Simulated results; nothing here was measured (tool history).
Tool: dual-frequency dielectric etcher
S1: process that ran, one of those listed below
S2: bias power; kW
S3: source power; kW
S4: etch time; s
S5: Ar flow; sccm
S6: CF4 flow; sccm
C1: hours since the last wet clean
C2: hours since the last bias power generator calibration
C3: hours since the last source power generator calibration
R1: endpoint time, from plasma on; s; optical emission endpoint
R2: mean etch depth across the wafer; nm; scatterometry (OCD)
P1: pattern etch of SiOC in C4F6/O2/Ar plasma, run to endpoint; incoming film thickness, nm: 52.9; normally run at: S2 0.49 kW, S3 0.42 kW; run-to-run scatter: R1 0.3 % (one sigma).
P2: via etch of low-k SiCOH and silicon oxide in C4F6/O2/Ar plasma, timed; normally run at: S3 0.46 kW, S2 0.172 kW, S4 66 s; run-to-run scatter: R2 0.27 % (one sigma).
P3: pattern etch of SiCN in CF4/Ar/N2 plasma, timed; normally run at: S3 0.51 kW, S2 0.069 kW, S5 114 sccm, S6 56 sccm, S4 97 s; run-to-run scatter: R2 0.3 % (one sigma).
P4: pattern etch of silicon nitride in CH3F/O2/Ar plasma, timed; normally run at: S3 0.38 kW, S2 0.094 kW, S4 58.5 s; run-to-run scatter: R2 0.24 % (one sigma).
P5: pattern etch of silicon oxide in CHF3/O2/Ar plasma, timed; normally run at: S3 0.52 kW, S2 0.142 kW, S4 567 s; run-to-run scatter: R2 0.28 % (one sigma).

run	hour	S1	S2	S3	S4	S5	S6	C1	C2	C3	R1	R2
1	10.2	P1	0.49	0.42				212.7	1709.7	1125.4	17.54	
2	19.7	P2	0.11	0.46	66			222.2	1719.2	1134.9		169.39
3	31.4	P2	0.172	0.46	93.5			233.9	1730.9	1146.6		273.39
4	44.2	P3	0.069	0.66	97	114	56	246.7	1743.7	1159.4		105.46
5	58.3	P1	0.49	0.42				260.8	1757.8	1173.5	17.443	
6	75.8	P5	0.142	0.68	567			278.3	1775.3	1191		1065.4
7	86.4	P1	0.49	0.42				288.9	1785.9	1201.6	17.429	
8	94.6	P2	0.172	0.26	66			297.1	1794.1	1209.8		154.25
9	102.8	P3	0.069	0.51	97	80	56	305.3	1802.3	1218		89.561
10	113.9	P3	0.069	0.51	97	114	56	316.4	1813.4	1229.1		83.883
11	128.8	P1	0.49	0.49				331.3	1828.3	1244	16.496	
12	136.8	P4	0.094	0.38	88			339.3	1836.3	1252		62.627
13	153.4	P1	0.379	0.3				355.9	1852.9	1268.6	21.841	
14	162.7	P4	0.134	0.38	58.5			365.2	1862.2	1277.9		47.747
15	173.7	P3	0.069	0.51	140	114	56	376.2	1873.2	1288.9		121.44
16	185.6	P1	0.591	0.42				388.1	1885.1	1300.8	16.344	
17	201.8	P3	0.069	0.51	97	114	76	404.3	1901.3	1317		88.548
18	217.8	P1	0.49	0.28				420.3	1917.3	1333	20.378	
19	232.6	P1	0.49	0.42				435.1	1932.1	1347.8	17.598	
# hour 247.5: source power generator calibrated
20	250.4	P5	0.142	0.52	699			452.9	1949.9	3		1186.2
21	263.6	P1	0.49	0.42				466.1	1963.1	16.2	17.42	
22	272.1	P2	0.172	0.46	66			474.6	1971.6	24.7		193.11
23	285	P1	0.297	0.55				487.5	1984.5	37.6	18.903	
24	300.5	P1	0.309	0.31				503	2000	53.1	23.214	
25	314.8	P5	0.142	0.52	567			517.3	2014.3	67.4		962.14
26	330.3	P1	0.49	0.42				532.8	2029.8	82.9	17.515	
27	341.3	P4	0.094	0.5	58.5			543.8	2040.8	93.9		46.238
28	350.4	P5	0.083	0.52	567			552.9	2049.9	103		817.88
29	362.5	P4	0.094	0.38	58.5			565	2062	115.1		41.834
30	375.2	P1	0.339	0.42				577.7	2074.7	127.8	20.076	
31	387.8	P3	0.089	0.51	97	114	56	590.3	2087.3	140.4		92.454
32	398.6	P2	0.172	0.46	66			601.1	2098.1	151.2		192.75
33	414.5	P1	0.49	0.42				617	2114	167.1	17.548	
34	425.4	P1	0.49	0.42				627.9	2124.9	178	17.384	
35	434.6	P1	0.49	0.42				637.1	2134.1	187.2	17.271	
36	449.9	P1	0.49	0.42				652.4	2149.4	202.5	17.271	
37	464.7	P1	0.49	0.42				667.2	2164.2	217.3	17.233	
38	482.1	P1	0.49	0.42				684.6	2181.6	234.7	17.233	
39	490.5	P1	0.49	0.42				693	2190	243.1	17.226	
# hour 499.6: wet clean of the chamber
40	501.3	P1	0.49	0.42				1.7	2200.8	253.9	17.12	
41	513.4	P1	0.49	0.42				13.8	2212.9	266	17.165	
42	527	P1	0.49	0.42				27.4	2226.5	279.6	17.203	
43	538.4	P1	0.49	0.42				38.8	2237.9	291	17.34	

What P1 gives has crept away from where it was. These 2 causes fit the log equally well, each at the size given:
A: bias power that arrives over what is set, % = 4.61
B: source power that arrives over what is set, % = 4.64
The creep began at about hour 414.5.
Why every other cause is out:
chamber walls in a state that raises the etch rate, %: serviced at hour 499.6, which brought nothing back

4 check runs are offered, one wafer each, their results left as question marks. Which one tells the causes apart?
check 1	549.8	P5	0.142	0.65	683.5							?
check 2	549.8	P4	0.125	0.38	58.5							?
check 3	549.8	P3	0.069	0.51	97	98	56					?
check 4	549.8	P2	0.122	0.34	66							?

What each check would give under each cause:
check	result	if A	if B
check 1	R2	1284.6	1288.7
check 2	R2	47.195	47.165
check 3	R2	87.895	90.016
check 4	R2	156.29	157.04
How far apart the two closest causes lie, in the result that separates them most: check 1 0.33 %; check 2 0.06 %; check 3 2.38 %; check 4 0.48 %
Only check 3 tells the causes apart: in the others they would give nearly the same result.

Check 3 was then run and gave: R2 88.393 nm. Which cause is it?

It is A: bias power that arrives over what is set, %.
